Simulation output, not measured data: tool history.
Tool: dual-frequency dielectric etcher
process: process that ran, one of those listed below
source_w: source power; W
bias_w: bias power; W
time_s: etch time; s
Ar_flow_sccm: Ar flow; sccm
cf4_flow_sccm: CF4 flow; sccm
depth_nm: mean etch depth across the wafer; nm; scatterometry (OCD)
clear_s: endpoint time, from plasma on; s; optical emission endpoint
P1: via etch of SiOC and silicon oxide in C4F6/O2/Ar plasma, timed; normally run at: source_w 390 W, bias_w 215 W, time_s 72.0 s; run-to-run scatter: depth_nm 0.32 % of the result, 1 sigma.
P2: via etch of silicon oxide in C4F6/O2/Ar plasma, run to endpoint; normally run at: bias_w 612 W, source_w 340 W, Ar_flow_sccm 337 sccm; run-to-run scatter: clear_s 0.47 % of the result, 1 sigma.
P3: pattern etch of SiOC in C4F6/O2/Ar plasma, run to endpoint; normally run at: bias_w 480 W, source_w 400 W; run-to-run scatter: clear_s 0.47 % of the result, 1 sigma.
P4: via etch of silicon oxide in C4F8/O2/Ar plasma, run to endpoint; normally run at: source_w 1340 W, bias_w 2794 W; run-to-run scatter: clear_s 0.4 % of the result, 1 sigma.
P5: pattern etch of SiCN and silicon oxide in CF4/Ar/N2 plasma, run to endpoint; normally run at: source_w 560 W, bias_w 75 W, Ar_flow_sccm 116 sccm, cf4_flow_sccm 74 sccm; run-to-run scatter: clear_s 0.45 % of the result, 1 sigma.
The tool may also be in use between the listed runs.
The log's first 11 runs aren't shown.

run,day,process,source_w,bias_w,time_s,Ar_flow_sccm,cf4_flow_sccm,hours since the last wet clean,hours since the last source power generator calibration,hours since the last bias power generator calibration,depth_nm,clear_s
12,5.804,P4,1340,2794,,,,243.9,1216.9,1750.3,,290.5000
13,6.262,P2,470,612,,337,,254.9,1227.9,1761.3,,39.4860
14,6.862,P1,390,215,90.5,,,269.3,1242.3,1775.7,107.210,
15,7.462,P5,560,75,,116,74,283.7,1256.7,1790.1,,9.6878
16,7.788,P1,390,215,72.0,,,291.5,1264.5,1797.9,85.383,
17,8.350,P1,470,215,72.0,,,305.0,1278.0,1811.4,91.923,
18,8.867,P4,1780,2794,,,,317.4,1290.4,1823.8,,259.8300
19,9.400,P5,560,75,,116,97,330.2,1303.2,1836.6,,9.2768
20,9.767,P3,400,480,,,,339.0,1312.0,1845.4,,9.9570
21,10.229,P1,530,170,72.0,,,350.1,1323.1,1856.5,89.259,
22,10.658,P1,390,215,39.5,,,360.4,1333.4,1866.8,47.045,
23,11.221,P1,390,215,72.0,,,373.9,1346.9,1880.3,85.789,

Forecast run 24:
24,11.783,P1,390,215,72.0,,,387.4,1360.4,1893.8,?,

depth_nm: 85.546 nm
